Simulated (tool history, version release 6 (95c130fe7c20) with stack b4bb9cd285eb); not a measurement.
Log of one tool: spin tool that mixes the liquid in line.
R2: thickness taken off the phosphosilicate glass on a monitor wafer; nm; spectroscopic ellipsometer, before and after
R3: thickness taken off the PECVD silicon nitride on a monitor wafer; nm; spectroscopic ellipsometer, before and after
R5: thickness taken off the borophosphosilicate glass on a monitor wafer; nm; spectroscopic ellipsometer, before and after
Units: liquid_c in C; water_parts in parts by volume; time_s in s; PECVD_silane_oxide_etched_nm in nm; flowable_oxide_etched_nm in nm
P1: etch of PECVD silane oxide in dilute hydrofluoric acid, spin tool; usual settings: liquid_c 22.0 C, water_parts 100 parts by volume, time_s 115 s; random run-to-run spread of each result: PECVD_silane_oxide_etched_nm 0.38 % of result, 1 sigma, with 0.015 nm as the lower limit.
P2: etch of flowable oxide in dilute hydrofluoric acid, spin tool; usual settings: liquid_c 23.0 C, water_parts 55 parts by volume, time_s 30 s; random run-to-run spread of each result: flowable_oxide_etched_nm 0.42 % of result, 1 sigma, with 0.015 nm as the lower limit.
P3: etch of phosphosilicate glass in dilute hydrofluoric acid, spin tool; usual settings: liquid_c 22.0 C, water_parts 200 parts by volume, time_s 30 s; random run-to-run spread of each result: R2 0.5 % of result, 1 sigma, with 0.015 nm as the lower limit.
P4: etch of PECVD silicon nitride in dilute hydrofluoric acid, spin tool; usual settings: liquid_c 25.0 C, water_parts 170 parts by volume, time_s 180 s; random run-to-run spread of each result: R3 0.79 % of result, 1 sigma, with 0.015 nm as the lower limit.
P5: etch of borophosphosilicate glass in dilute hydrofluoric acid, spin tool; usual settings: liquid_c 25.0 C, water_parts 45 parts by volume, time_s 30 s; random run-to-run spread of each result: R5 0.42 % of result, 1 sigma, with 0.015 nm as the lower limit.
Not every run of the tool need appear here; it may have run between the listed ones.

run 1 hour=13.5 | process=P1 liquid_c=22.0 water_parts=100 time_s=115 | PECVD_silane_oxide_etched_nm=16.4170
run 2 hour=28.0 | process=P1 liquid_c=22.0 water_parts=100 time_s=210 | PECVD_silane_oxide_etched_nm=30.0210
run 3 hour=43.2 | process=P1 liquid_c=28.5 water_parts=100 time_s=115 | PECVD_silane_oxide_etched_nm=21.0830
run 4 hour=58.5 | process=P3 liquid_c=22.0 water_parts=95 time_s=30 | R2=35.8420
run 5 hour=67.6 | process=P1 liquid_c=22.0 water_parts=100 time_s=115 | PECVD_silane_oxide_etched_nm=16.4140
run 6 hour=79.0 | process=P4 liquid_c=18.0 water_parts=170 time_s=180 | R3=2.0703
run 7 hour=86.6 | process=P1 liquid_c=26.5 water_parts=100 time_s=20 | PECVD_silane_oxide_etched_nm=3.3706
run 8 hour=94.6 | process=P4 liquid_c=25.0 water_parts=170 time_s=360 | R3=6.5197
run 9 hour=103.0 | process=P2 liquid_c=23.0 water_parts=55 time_s=30 | flowable_oxide_etched_nm=26.290
run 10 hour=115.8 | process=P5 liquid_c=25.0 water_parts=45 time_s=30 | R5=23.856
run 11 hour=127.2 | process=P1 liquid_c=22.0 water_parts=100 time_s=115 | PECVD_silane_oxide_etched_nm=16.2560
run 12 hour=142.4 | process=P1 liquid_c=22.0 water_parts=170 time_s=115 | PECVD_silane_oxide_etched_nm=8.8460
run 13 hour=149.9 | process=P5 liquid_c=25.0 water_parts=45 time_s=60 | R5=48.071
run 14 hour=163.0 | process=P4 liquid_c=25.0 water_parts=170 time_s=180 | R3=3.1979
run 15 hour=176.1 | process=P1 liquid_c=22.0 water_parts=100 time_s=45 | PECVD_silane_oxide_etched_nm=6.3747
run 16 hour=183.2 | process=P1 liquid_c=22.0 water_parts=100 time_s=115 | PECVD_silane_oxide_etched_nm=16.3960
run 17 hour=193.4 | process=P5 liquid_c=25.0 water_parts=25 time_s=30 | R5=44.432
run 18 hour=202.9 | process=P5 liquid_c=33.0 water_parts=45 time_s=30 | R5=32.760
run 19 hour=216.8 | process=P2 liquid_c=31.0 water_parts=55 time_s=30 | flowable_oxide_etched_nm=36.473
run 20 hour=230.2 | process=P3 liquid_c=22.0 water_parts=200 time_s=30 | R2=15.1820
run 21 hour=240.0 | process=P4 liquid_c=25.0 water_parts=170 time_s=180 | R3=3.2680
run 22 hour=248.5 | process=P2 liquid_c=23.0 water_parts=80 time_s=30 | flowable_oxide_etched_nm=17.634
run 23 hour=261.2 | process=P1 liquid_c=22.0 water_parts=55 time_s=195 | PECVD_silane_oxide_etched_nm=53.2190
run 24 hour=270.0 | process=P1 liquid_c=22.0 water_parts=40 time_s=115 | PECVD_silane_oxide_etched_nm=43.9590
run 25 hour=277.8 | process=P1 liquid_c=22.0 water_parts=100 time_s=115 | PECVD_silane_oxide_etched_nm=16.3190
run 26 hour=287.1 | process=P1 liquid_c=22.0 water_parts=100 time_s=115 | PECVD_silane_oxide_etched_nm=16.3170
run 27 hour=296.6 | process=P4 liquid_c=25.0 water_parts=65 time_s=180 | R3=8.4694
run 28 hour=305.5 | process=P2 liquid_c=23.0 water_parts=55 time_s=50 | flowable_oxide_etched_nm=44.095
run 29 hour=312.8 | process=P1 liquid_c=22.0 water_parts=160 time_s=180 | PECVD_silane_oxide_etched_nm=14.9640
run 30 hour=325.8 | process=P1 liquid_c=17.0 water_parts=100 time_s=115 | PECVD_silane_oxide_etched_nm=13.3110
run 31 hour=335.0 | process=P3 liquid_c=28.5 water_parts=200 time_s=30 | R2=19.4030
run 32 hour=350.7 | process=P3 liquid_c=22.0 water_parts=200 time_s=15 | R2=7.6035

For run 33, what comes out?
run 33 hour=367.0 | process=P1 liquid_c=22.0 water_parts=100 time_s=115 | PECVD_silane_oxide_etched_nm=?

{"run 33": {"PECVD_silane_oxide_etched_nm": 16.292}}

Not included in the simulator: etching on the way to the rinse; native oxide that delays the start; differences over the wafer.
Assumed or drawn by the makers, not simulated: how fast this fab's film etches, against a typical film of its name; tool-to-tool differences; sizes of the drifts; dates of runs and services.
